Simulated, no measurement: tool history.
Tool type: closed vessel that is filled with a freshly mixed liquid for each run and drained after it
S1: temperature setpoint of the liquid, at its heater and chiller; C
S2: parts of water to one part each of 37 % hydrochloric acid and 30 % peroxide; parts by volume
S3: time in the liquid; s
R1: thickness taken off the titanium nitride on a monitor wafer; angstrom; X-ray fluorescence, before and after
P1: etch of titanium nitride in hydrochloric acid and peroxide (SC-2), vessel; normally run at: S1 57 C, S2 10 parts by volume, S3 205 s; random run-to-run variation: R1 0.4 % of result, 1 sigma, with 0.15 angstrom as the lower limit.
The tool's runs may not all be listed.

{"run": 1, "hour": 11.6, "S1": 57, "S2": 10, "S3": 205, "R1": 87.367}
{"run": 2, "hour": 19.3, "S1": 57, "S2": 17, "S3": 205, "R1": 55.67}
{"run": 3, "hour": 29.5, "S1": 57, "S2": 10, "S3": 205, "R1": 87.836}
{"run": 4, "hour": 39.6, "S1": 57, "S2": 14.5, "S3": 30, "R1": 9.3488}
{"run": 5, "hour": 47.0, "S1": 67, "S2": 14, "S3": 205, "R1": 122.5}
{"run": 6, "hour": 52.5, "S1": 57, "S2": 10, "S3": 355, "R1": 151.78}
{"run": 7, "hour": 58.0, "S1": 40, "S2": 10, "S3": 205, "R1": 27.873}
{"hour": 63.7, "done": "chemicals flow meter replaced"}
{"run": 8, "hour": 69.3, "S1": 57, "S2": 4, "S3": 205, "R1": 176.18}
{"run": 9, "hour": 79.2, "S1": 57, "S2": 15, "S3": 95, "R1": 28.637}
{"run": 10, "hour": 89.7, "S1": 57, "S2": 10, "S3": 205, "R1": 87.653}
{"run": 11, "hour": 99.5, "S1": 57, "S2": 10, "S3": 205, "R1": 87.954}
{"run": 12, "hour": 107.1, "S1": 57, "S2": 10, "S3": 30, "R1": 12.817}
{"run": 13, "hour": 117.7, "S1": 72, "S2": 10, "S3": 205, "R1": 218.06}
{"run": 14, "hour": 127.9, "S1": 57, "S2": 10, "S3": 205, "R1": 87.911}
{"run": 15, "hour": 138.5, "S1": 57, "S2": 10, "S3": 205, "R1": 90.175}
{"run": 16, "hour": 147.1, "S1": 57, "S2": 10, "S3": 205, "R1": 91.719}
{"run": 17, "hour": 158.5, "S1": 57, "S2": 10, "S3": 205, "R1": 93.153}
{"run": 18, "hour": 163.8, "S1": 57, "S2": 10, "S3": 205, "R1": 93.312}
{"run": 19, "hour": 173.2, "S1": 57, "S2": 10, "S3": 205, "R1": 93.279}
{"run": 20, "hour": 181.9, "S1": 57, "S2": 10, "S3": 205, "R1": 94.757}
{"run": 21, "hour": 193.5, "S1": 57, "S2": 10, "S3": 205, "R1": 93.893}
{"run": 22, "hour": 203.4, "S1": 57, "S2": 10, "S3": 205, "R1": 94.388}
{"run": 23, "hour": 214.6, "S1": 57, "S2": 10, "S3": 205, "R1": 94.723}
{"run": 24, "hour": 224.5, "S1": 57, "S2": 10, "S3": 205, "R1": 94.588}

Compared with where it was, what P1 gives has crept away. Each cause listed below fits the log as well as the rest, at the size given for it:
A: chemicals flow above the setpoint (%) = 9.75
B: liquid hotter than its thermometer reads (K) = 1.21
The gradual shift began around hour 127.9.
All other causes, with the reason each is excluded:
peroxide weaker than its label (%): capped at 8; at that size R1 would change by -7.4 %, too little to explain the creep or opposite to it

You are offered 4 check runs, listed below with question marks in place of their results; each one averages 3 wafers. Which run separates the listed causes by giving clearly different results for each?
{"run": "check 1", "hour": 234.4, "S1": 48, "S2": 4, "S3": 205, "R1": "?"}
{"run": "check 2", "hour": 234.4, "S1": 65.5, "S2": 10, "S3": 105, "R1": "?"}
{"run": "check 3", "hour": 234.4, "S1": 69.5, "S2": 10, "S3": 35, "R1": "?"}
{"run": "check 4", "hour": 234.4, "S1": 47, "S2": 10, "S3": 65, "R1": "?"}

Expected result of each check under each candidate cause:
check=check_1 result=R1 if_A=103.31 if_B=105.44
check=check_2 result=R1 if_A=82.42 if_B=82.117
check=check_3 result=R1 if_A=34.926 if_B=34.739
check=check_4 result=R1 if_A=15.552 if_B=15.63
Per check, the gap between the least separated pair of causes, taken in the result that splits them most: check 1 2.04 %; check 2 0.37 %; check 3 0.54 %; check 4 0.5 %
The other checks would show nearly matching results whichever cause is true, so check 1 is the only one that separates the causes.

After running check 1, the following was obtained: R1 105.34 angstrom. Which cause does this point to?

B is the cause: liquid hotter than its thermometer reads (K).

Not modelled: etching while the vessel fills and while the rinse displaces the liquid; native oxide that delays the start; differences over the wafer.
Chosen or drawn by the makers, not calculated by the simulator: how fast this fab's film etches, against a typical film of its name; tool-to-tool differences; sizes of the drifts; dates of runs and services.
